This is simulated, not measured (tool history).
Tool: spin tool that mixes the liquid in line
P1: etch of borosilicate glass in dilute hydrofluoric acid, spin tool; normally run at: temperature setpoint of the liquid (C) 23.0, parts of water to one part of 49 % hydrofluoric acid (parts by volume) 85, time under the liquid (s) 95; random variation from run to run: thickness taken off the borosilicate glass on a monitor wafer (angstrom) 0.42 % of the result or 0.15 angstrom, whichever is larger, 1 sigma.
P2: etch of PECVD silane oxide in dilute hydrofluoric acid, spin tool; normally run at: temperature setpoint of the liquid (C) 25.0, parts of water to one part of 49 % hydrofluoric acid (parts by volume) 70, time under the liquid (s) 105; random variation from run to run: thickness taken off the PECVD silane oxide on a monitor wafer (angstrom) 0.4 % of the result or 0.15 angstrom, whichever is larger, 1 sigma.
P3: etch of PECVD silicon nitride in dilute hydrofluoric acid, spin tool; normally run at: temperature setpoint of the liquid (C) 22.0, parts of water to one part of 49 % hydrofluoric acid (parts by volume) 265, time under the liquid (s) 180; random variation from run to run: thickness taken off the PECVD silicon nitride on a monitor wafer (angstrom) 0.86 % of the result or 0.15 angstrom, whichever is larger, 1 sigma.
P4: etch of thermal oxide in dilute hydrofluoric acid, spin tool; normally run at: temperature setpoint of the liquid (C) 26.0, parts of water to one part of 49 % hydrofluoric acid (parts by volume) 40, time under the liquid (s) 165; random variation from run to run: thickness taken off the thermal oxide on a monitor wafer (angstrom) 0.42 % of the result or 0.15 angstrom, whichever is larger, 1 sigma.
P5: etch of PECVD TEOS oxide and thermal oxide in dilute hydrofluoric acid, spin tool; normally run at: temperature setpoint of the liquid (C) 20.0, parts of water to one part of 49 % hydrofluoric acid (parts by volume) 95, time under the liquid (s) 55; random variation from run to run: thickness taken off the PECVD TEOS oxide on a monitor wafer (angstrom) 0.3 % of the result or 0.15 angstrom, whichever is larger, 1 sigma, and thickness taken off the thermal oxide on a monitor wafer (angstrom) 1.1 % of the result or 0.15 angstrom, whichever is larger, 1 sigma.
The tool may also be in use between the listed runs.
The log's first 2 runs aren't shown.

run,hour,process that ran,temperature setpoint of the liquid (C),parts of water to one part of 49 % hydrofluoric acid (parts by volume),time under the liquid (s),thickness taken off the borosilicate glass on a monitor wafer (angstrom),thickness taken off the PECVD silicon nitride on a monitor wafer (angstrom),thickness taken off the PECVD TEOS oxide on a monitor wafer (angstrom),thickness taken off the thermal oxide on a monitor wafer (angstrom),thickness taken off the PECVD silane oxide on a monitor wafer (angstrom)
3,28.9,P1,23.0,85,135,583.360,,,,
4,37.6,P1,23.0,85,95,411.230,,,,
5,49.3,P3,22.0,265,345,,50.979,,,
6,57.0,P5,20.0,95,85,,,164.27,34.473,
7,64.2,P4,26.0,40,165,,,,221.380,
8,74.9,P1,23.0,20,95,1881.200,,,,
9,84.8,P2,25.0,70,105,,,,,325.810
10,91.5,P4,26.0,40,245,,,,328.180,
11,101.1,P2,32.0,70,105,,,,,428.220
12,107.8,P1,23.0,85,95,409.300,,,,
13,118.5,P1,27.0,85,20,101.280,,,,
14,130.9,P1,23.0,85,95,411.660,,,,
15,143.3,P5,20.0,95,55,,,107.50,22.020,
16,151.0,P5,20.0,20,55,,,555.73,115.970,
17,157.3,P5,27.0,95,55,,,141.59,29.562,
18,164.1,P1,17.5,85,95,327.380,,,,
19,172.8,P3,22.0,90,180,,77.475,,,
20,183.5,P1,23.0,85,95,411.170,,,,
21,193.3,P1,23.0,85,15,64.641,,,,
# hour 198.8: hydrofluoric acid flow meter replaced
22,204.2,P1,23.0,85,95,412.850,,,,
23,213.9,P3,22.0,265,180,,26.540,,,
24,221.1,P4,26.0,25,165,,,,366.600,
25,232.2,P4,32.5,40,165,,,,288.870,
26,243.2,P1,23.0,135,95,243.730,,,,
27,251.7,P1,30.5,85,95,548.190,,,,

The next listed run, before its measurement:
28,263.4,P2,25.0,70,15,,,,,?

Run 28 gave thickness taken off the PECVD silane oxide on a monitor wafer (angstrom) 47.079.

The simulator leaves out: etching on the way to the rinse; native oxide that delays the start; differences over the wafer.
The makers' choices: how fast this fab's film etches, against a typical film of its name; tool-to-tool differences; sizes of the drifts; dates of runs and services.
